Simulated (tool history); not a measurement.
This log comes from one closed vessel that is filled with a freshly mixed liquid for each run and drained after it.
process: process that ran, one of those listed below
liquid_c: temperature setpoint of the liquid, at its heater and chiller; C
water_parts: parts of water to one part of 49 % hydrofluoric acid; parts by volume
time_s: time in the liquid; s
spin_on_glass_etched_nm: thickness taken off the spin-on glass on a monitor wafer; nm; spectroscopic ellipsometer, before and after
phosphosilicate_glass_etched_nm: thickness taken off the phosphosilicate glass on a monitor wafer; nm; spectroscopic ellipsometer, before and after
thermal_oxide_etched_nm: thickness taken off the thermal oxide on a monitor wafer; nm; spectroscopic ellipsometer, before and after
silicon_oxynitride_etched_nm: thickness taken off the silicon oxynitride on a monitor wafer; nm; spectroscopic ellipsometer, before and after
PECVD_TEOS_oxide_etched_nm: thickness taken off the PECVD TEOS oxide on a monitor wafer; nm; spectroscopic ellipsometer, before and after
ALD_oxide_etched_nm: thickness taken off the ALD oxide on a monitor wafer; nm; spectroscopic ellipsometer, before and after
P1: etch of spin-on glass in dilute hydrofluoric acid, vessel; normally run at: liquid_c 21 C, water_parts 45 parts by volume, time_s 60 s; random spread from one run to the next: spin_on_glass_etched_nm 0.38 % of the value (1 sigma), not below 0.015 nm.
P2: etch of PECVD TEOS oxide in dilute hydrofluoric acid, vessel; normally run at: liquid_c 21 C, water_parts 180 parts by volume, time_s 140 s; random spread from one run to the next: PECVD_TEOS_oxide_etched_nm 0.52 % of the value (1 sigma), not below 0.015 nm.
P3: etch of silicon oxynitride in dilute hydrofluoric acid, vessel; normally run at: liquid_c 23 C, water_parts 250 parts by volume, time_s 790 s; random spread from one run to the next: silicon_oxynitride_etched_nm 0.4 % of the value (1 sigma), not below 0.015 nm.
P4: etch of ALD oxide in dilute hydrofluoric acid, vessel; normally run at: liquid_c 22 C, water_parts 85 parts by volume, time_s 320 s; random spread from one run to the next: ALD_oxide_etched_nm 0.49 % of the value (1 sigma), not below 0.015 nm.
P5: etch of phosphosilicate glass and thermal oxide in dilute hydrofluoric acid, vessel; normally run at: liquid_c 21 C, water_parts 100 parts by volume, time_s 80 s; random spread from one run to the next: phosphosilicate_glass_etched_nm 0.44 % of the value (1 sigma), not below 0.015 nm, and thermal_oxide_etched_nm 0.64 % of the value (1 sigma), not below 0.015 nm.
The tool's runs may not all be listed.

run	hour	process	liquid_c	water_parts	time_s	spin_on_glass_etched_nm	phosphosilicate_glass_etched_nm	thermal_oxide_etched_nm	silicon_oxynitride_etched_nm	PECVD_TEOS_oxide_etched_nm	ALD_oxide_etched_nm
1	10.3	P1	21	45	60	44.38					
2	17.5	P5	21	100	80		52.826	3.0947			
3	24.7	P1	25	75	60	30.142					
4	34.1	P5	21	100	80		52.634	3.141			
5	44.4	P3	23	250	30				0.50723		
6	53	P2	27.5	180	140					12.864	
7	59.3	P5	17	100	80		44.986	2.6538			
8	66.6	P2	21	180	140					10.197	
# hour 74.9: hydrofluoric acid flow meter replaced
9	76.8	P2	21	315	140					5.0996	
10	86.3	P1	21	20	105	180.03					
11	97.2	P2	21	180	30					2.1906	
12	103.8	P1	27.5	45	60	58.349					
13	109.3	P5	21	100	35		22.79	1.3539			
14	115.1	P1	21	45	30	22.232					
15	120.2	P3	23	425	790				6.8264		
16	131.6	P1	21	45	60	44.564					
17	138.9	P4	22	85	75						13.361
18	144	P1	21	20	60	103.18					
19	149.4	P4	17	85	320						46.37
20	155.9	P4	22	145	320						31.16
21	164	P1	17	45	60	37.593					
22	172.3	P4	22	85	320						57.377
23	179.7	P1	21	45	90	66.414					
24	187	P1	21	45	60	44.483					
25	193.5	P4	22	85	320						57.489
26	202.8	P5	21	155	80		32.137	1.9097			
27	211.7	P1	21	75	60	25.828					
28	217.1	P1	21	45	60	44.449					
29	222.8	P1	21	45	60	44.331					
30	233.6	P3	18	250	790				10.369		
31	239.9	P1	17	75	60	21.74					
32	249.7	P3	23	250	790				12.967		

Run 33 is up next; what results do you expect?
33	257.1	P1	21	45	60	?					

spin_on_glass_etched_nm: 44.88 nm

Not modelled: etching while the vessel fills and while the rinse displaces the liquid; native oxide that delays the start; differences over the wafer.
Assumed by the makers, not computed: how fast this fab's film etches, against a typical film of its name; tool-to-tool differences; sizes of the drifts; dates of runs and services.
